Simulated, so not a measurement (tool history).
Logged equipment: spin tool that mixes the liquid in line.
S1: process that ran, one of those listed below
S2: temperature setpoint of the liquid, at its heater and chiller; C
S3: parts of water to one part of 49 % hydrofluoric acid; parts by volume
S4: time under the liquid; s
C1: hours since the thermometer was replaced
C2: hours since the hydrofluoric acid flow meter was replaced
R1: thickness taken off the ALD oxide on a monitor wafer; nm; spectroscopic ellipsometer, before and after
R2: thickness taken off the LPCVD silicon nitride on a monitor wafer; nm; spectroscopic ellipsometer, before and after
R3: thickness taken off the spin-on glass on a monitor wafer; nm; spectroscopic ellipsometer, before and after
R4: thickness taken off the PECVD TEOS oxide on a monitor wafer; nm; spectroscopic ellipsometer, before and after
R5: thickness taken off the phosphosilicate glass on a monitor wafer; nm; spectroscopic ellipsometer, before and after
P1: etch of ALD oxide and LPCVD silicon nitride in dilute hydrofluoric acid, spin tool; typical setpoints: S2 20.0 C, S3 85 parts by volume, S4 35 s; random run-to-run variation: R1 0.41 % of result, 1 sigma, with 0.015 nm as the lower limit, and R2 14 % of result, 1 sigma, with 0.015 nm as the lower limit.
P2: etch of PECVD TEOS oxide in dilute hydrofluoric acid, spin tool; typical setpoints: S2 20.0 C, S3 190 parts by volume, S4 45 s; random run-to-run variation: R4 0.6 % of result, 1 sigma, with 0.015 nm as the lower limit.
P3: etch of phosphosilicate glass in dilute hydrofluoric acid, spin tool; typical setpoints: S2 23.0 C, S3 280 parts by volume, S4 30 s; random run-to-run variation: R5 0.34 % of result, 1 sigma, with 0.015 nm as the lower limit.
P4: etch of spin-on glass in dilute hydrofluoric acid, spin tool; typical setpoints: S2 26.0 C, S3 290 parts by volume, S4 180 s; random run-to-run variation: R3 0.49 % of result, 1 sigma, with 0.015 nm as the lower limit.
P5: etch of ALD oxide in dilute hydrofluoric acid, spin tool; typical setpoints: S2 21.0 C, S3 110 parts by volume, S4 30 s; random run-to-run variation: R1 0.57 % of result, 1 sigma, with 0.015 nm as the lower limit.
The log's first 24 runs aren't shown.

| run | hour | S1 | S2 | S3 | S4 | C1 | C2 | R1 | R2 | R3 | R4 | R5 |
|---|---|---|---|---|---|---|---|---|---|---|---|---|
| 25 | 72.5 | P4 | 26.0 | 470 | 180 | 281.7 | 383.8 |  |  | 9.4771 |  |  |
| 26 | 74.6 | P1 | 20.0 | 85 | 50 | 283.8 | 385.9 | 7.5288 | 0.285230 |  |  |  |
| 27 | 77.5 | P1 | 20.0 | 85 | 35 | 286.7 | 388.8 | 5.2455 | 0.189670 |  |  |  |
| 28 | 81.2 | P5 | 21.0 | 110 | 15 | 290.4 | 392.5 | 3.8152 |  |  |  |  |
| 29 | 84.6 | P2 | 20.0 | 190 | 45 | 293.8 | 395.9 |  |  |  | 4.0544 |  |
| 30 | 87.6 | P1 | 20.0 | 85 | 35 | 296.8 | 398.9 | 5.2770 | 0.172900 |  |  |  |
| 31 | 91.5 | P1 | 20.0 | 85 | 35 | 300.7 | 402.8 | 5.2683 | 0.180130 |  |  |  |
| 32 | 95.7 | P1 | 20.0 | 85 | 35 | 304.9 | 407.0 | 5.3021 | 0.143880 |  |  |  |
| 33 | 99.2 | P1 | 20.0 | 85 | 35 | 308.4 | 410.5 | 5.1175 | 0.117220 |  |  |  |
| 34 | 102.0 | P1 | 20.0 | 85 | 35 | 311.2 | 413.3 | 5.0763 | 0.153260 |  |  |  |
| 35 | 105.3 | P1 | 20.0 | 85 | 35 | 314.5 | 416.6 | 5.0346 | 0.165840 |  |  |  |
| 36 | 107.7 | P1 | 20.0 | 85 | 35 | 316.9 | 419.0 | 4.9582 | 0.193250 |  |  |  |
| 37 | 111.0 | P1 | 20.0 | 85 | 35 | 320.2 | 422.3 | 4.9600 | 0.129150 |  |  |  |
| 38 | 114.5 | P1 | 20.0 | 85 | 35 | 323.7 | 425.8 | 4.9501 | 0.141330 |  |  |  |

Run 39 is up next; what results do you expect?
| 39 | 117.6 | P1 | 20.0 | 85 | 35 | 326.8 | 428.9 | ? | ? |  |  |  |

R1: 4.9221 nm
R2: 0.163550 nm
